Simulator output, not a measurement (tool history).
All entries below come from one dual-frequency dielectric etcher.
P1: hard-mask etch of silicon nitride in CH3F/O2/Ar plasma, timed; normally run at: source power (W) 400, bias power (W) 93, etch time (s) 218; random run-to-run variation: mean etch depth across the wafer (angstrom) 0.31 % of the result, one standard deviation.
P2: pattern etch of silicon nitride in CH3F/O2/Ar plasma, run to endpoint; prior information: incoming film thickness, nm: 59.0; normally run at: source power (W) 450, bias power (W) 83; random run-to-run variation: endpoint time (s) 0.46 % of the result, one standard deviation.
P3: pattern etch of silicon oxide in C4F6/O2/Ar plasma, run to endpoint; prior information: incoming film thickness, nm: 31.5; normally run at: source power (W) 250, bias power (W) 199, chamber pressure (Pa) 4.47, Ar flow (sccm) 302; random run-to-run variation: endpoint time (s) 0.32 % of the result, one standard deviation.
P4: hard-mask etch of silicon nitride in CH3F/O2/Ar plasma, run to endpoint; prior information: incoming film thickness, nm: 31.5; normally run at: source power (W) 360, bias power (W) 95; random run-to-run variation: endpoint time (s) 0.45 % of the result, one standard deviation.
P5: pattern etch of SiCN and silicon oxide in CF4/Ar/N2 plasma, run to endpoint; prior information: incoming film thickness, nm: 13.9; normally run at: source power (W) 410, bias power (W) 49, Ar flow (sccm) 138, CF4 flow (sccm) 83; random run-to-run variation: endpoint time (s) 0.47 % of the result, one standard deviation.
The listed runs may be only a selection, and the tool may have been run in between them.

run	hour	process that ran	source power (W)	bias power (W)	etch time (s)	Ar flow (sccm)	CF4 flow (sccm)	chamber pressure (Pa)	mean etch depth across the wafer (angstrom)	endpoint time (s)
1	5.2	P1	400	93	218				1632.8	
2	12.4	P5	410	49		138	65			21.242
3	19.1	P2	450	83						76.105
4	24.8	P3	250	199		302		3.4		11.524
5	34.9	P5	540	49		138	83			15.871
6	44.2	P3	300	199		302		4.47		11.097
7	56	P1	400	130	218				1851.9	
8	65.8	P4	360	95						43.72
9	75.2	P1	400	93	218				1648	
10	86.6	P1	400	93	322				2421	
11	91.9	P3	250	199		302		4.47		11.947
12	101.2	P2	450	62						84.011
13	112.7	P1	400	93	218				1639.1	
14	122	P1	510	93	218				1814.2	
15	131.7	P1	400	93	141				1059.4	
16	143.3	P4	290	95						47.053
17	148.6	P5	410	49		138	83			20.293
18	159.6	P5	410	49		138	83			20.359
19	165.2	P5	410	49		180	83			21.377
20	174.3	P3	250	252		302		4.47		10.997
21	185.8	P3	250	199		302		4.47		11.864
22	193.8	P5	410	69		138	83			18.099
23	201.3	P1	510	93	139.5				1151.8	
24	207.2	P1	300	93	218				1482.1	
25	213.2	P3	250	199		385		4.47		12.257
26	223.2	P1	400	59	218				1401.6	
27	235.1	P1	400	93	218				1647.4	
28	243	P4	360	95						43.585
29	250.2	P2	280	83						90.688
30	258	P4	360	135						38.112

For run 31, what comes out?
31	268.7	P1	400	93	218				?	

mean etch depth across the wafer (angstrom): 1640.3
